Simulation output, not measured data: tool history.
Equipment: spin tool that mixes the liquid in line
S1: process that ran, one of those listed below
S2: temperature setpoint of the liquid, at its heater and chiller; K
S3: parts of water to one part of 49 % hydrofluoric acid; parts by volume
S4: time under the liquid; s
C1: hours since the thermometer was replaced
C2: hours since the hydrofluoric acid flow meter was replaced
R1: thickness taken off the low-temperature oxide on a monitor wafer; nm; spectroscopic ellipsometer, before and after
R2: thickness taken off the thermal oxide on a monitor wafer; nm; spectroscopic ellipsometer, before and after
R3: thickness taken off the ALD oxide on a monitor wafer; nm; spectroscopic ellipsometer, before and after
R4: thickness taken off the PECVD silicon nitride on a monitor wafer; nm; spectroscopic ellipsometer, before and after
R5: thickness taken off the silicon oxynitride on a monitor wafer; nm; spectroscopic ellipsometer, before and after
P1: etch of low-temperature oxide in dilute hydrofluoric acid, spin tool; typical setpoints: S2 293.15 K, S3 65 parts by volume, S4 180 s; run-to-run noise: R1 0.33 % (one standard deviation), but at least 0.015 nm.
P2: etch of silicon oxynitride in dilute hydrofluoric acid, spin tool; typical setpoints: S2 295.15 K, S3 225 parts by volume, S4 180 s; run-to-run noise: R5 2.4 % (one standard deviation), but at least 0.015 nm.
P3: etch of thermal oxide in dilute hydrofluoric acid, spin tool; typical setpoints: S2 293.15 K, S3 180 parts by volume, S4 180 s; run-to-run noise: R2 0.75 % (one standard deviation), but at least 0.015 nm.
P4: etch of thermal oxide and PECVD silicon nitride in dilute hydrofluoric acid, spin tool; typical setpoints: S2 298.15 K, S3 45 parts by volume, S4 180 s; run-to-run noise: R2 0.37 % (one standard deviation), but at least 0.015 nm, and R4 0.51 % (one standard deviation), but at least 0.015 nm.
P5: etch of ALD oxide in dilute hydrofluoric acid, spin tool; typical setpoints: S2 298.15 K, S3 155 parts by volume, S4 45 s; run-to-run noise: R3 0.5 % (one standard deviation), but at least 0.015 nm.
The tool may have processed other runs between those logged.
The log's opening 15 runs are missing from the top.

run	day	S1	S2	S3	S4	C1	C2	R1	R2	R3	R4	R5
16	3.029	P1	293.15	65	180	465.4	14.4	27.443				
17	3.229	P3	293.15	180	275	470.2	19.2		5.4133			
18	3.462	P4	298.15	45	315	475.8	24.8		36.159		24.539	
19	3.721	P2	302.15	225	180	482	31					1.3568
20	3.946	P5	298.15	155	45	487.4	36.4			6.9934		
21	4.154	P1	293.15	65	180	492.4	41.4	27.557				
22	4.3	P2	295.15	120	180	495.9	44.9					2.0499
23	4.562	P1	300.15	65	180	502.2	51.2	36.655				
24	4.817	P3	293.15	180	180	508.3	57.3		3.5011			
25	5.042	P1	293.15	65	360	513.7	62.7	54.628				
26	5.242	P5	298.15	155	45	518.5	67.5			7.0645		
27	5.392	P1	293.15	65	45	522.1	71.1	6.8686				
28	5.521	P1	290.15	65	310	525.2	74.2	41.869				
29	5.742	P1	293.15	100	180	530.5	79.5	17.109				
30	5.875	P3	293.15	180	180	533.7	82.7		3.5279			
31	6.108	P4	298.15	30	180	539.3	88.3		31.573		20.886	
32	6.333	P1	293.15	65	180	544.7	93.7	27.43				
33	6.508	P1	293.15	65	180	548.9	97.9	26.884				
34	6.625	P1	293.15	65	180	551.7	100.7	26.642				
35	6.825	P1	293.15	65	180	556.5	105.5	26.311				
36	6.983	P1	293.15	65	180	560.3	109.3	26.118				
37	7.154	P1	293.15	65	180	564.4	113.4	26.07				
38	7.421	P1	293.15	65	180	570.8	119.8	26.056				
39	7.604	P1	293.15	65	180	575.2	124.2	26.004				

For run 40, what comes out?
40	7.833	P1	293.15	65	180	580.7	129.7	?				

For run 40 the tool returned R1 25.779 nm.
